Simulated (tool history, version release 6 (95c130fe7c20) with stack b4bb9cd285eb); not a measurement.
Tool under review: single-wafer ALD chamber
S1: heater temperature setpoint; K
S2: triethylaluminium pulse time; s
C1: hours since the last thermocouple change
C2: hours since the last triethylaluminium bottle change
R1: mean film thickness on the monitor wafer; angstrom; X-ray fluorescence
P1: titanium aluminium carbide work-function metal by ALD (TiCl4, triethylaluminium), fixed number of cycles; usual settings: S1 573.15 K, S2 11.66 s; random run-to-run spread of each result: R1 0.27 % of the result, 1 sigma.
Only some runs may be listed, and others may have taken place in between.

{"run": 1, "hour": 7.7, "S1": 573.15, "S2": 11.66, "C1": 933.5, "C2": 285.7, "R1": 19.846}
{"run": 2, "hour": 16.7, "S1": 573.15, "S2": 11.66, "C1": 942.5, "C2": 294.7, "R1": 19.907}
{"run": 3, "hour": 22.3, "S1": 573.15, "S2": 11.66, "C1": 948.1, "C2": 300.3, "R1": 19.888}
{"run": 4, "hour": 31.0, "S1": 573.15, "S2": 11.66, "C1": 956.8, "C2": 309.0, "R1": 19.918}
{"run": 5, "hour": 37.4, "S1": 588.15, "S2": 11.66, "C1": 963.2, "C2": 315.4, "R1": 21.176}
{"run": 6, "hour": 42.6, "S1": 573.15, "S2": 11.66, "C1": 968.4, "C2": 320.6, "R1": 19.884}
{"run": 7, "hour": 47.2, "S1": 590.15, "S2": 5.41, "C1": 973.0, "C2": 325.2, "R1": 18.442}
{"run": 8, "hour": 54.4, "S1": 549.15, "S2": 11.66, "C1": 980.2, "C2": 332.4, "R1": 17.88}
{"run": 9, "hour": 59.9, "S1": 588.15, "S2": 15.51, "C1": 985.7, "C2": 337.9, "R1": 21.514}
{"run": 10, "hour": 66.1, "S1": 573.15, "S2": 5.77, "C1": 991.9, "C2": 344.1, "R1": 17.464}
{"run": 11, "hour": 76.4, "S1": 573.15, "S2": 17.28, "C1": 1002.2, "C2": 354.4, "R1": 20.184}
{"run": 12, "hour": 86.8, "S1": 573.15, "S2": 11.66, "C1": 1012.6, "C2": 364.8, "R1": 19.831}
{"run": 13, "hour": 93.3, "S1": 573.15, "S2": 11.66, "C1": 1019.1, "C2": 371.3, "R1": 19.887}
{"run": 14, "hour": 101.1, "S1": 556.15, "S2": 16.46, "C1": 1026.9, "C2": 379.1, "R1": 18.624}
{"run": 15, "hour": 109.8, "S1": 573.15, "S2": 11.66, "C1": 1035.6, "C2": 387.8, "R1": 19.872}
{"run": 16, "hour": 119.9, "S1": 573.15, "S2": 11.66, "C1": 1045.7, "C2": 397.9, "R1": 19.782}
{"run": 17, "hour": 125.3, "S1": 573.15, "S2": 11.66, "C1": 1051.1, "C2": 403.3, "R1": 19.716}
{"run": 18, "hour": 135.8, "S1": 573.15, "S2": 11.66, "C1": 1061.6, "C2": 413.8, "R1": 19.674}

Run 19, settings as shown, results not yet in. Your forecast:
{"run": 19, "hour": 145.8, "S1": 573.15, "S2": 11.66, "C1": 1071.6, "C2": 423.8, "R1": "?"}

{"run 19": {"R1": 19.64}}

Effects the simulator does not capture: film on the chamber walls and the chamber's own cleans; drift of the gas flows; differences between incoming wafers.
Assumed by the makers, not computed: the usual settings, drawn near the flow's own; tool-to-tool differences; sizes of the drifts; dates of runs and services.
